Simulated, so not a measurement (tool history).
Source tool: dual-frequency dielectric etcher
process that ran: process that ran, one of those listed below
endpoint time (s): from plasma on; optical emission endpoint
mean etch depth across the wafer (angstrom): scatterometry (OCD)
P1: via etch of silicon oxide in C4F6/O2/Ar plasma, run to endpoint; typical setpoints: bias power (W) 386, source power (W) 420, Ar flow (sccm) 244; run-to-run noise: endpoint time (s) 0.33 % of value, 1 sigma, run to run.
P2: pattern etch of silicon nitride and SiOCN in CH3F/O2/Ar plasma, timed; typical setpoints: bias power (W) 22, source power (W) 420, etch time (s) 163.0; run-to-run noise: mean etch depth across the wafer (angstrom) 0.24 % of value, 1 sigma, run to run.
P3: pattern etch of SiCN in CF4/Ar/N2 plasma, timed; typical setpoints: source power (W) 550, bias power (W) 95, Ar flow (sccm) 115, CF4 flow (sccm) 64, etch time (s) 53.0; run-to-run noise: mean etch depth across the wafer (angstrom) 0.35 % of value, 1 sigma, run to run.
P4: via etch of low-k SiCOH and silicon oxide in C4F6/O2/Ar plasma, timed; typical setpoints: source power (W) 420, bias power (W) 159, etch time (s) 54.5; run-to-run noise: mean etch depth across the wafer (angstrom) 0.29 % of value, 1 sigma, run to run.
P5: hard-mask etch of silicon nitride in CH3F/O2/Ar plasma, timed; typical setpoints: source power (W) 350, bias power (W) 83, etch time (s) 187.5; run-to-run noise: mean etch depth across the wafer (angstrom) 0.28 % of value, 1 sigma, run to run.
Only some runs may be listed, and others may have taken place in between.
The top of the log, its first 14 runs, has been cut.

run	hour	process that ran	bias power (W)	source power (W)	Ar flow (sccm)	etch time (s)	CF4 flow (sccm)	hours since the last wet clean	hours since the last bias power generator calibration	hours since the last source power generator calibration	hours since the last Ar flow controller change	endpoint time (s)	mean etch depth across the wafer (angstrom)
15	135.1	P1	386	500	244			350.1	2463.6	2209.5	537.3	13.695	
16	145.0	P2	22	570		163.0		360.0	2473.5	2219.4	547.2		244.99
17	153.9	P5	83	460		187.5		368.9	2482.4	2228.3	556.1		1490.60
18	163.1	P1	507	340	244			378.1	2491.6	2237.5	565.3	14.245	
19	168.8	P1	386	420	315			383.8	2497.3	2243.2	571.0	14.929	
20	176.8	P1	386	420	194			391.8	2505.3	2251.2	579.0	14.224	
21	184.6	P4	159	330		54.5		399.6	2513.1	2259.0	586.8		1360.90
22	193.4	P2	12	420		163.0		408.4	2521.9	2267.8	595.6		171.89
23	201.0	P3	95	680	115	53.0	64	416.0	2529.5	2275.4	603.2		706.63
24	210.2	P1	386	420	244			425.2	2538.7	2284.6	612.4	14.627	
25	217.5	P2	22	420		163.0		432.5	2546.0	2291.9	619.7		219.75
26	230.4	P5	83	350		187.5		445.4	2558.9	2304.8	632.6		1347.70
27	238.9	P1	299	420	244			453.9	2567.4	2313.3	641.1	15.962	
28	249.9	P1	386	420	244			464.9	2578.4	2324.3	652.1	14.565	

What does the tool deliver on the next run?
29	260.1	P3	95	550	115	53.0	90	475.1	2588.6	2334.5	662.3		?

mean etch depth across the wafer (angstrom): 622.60
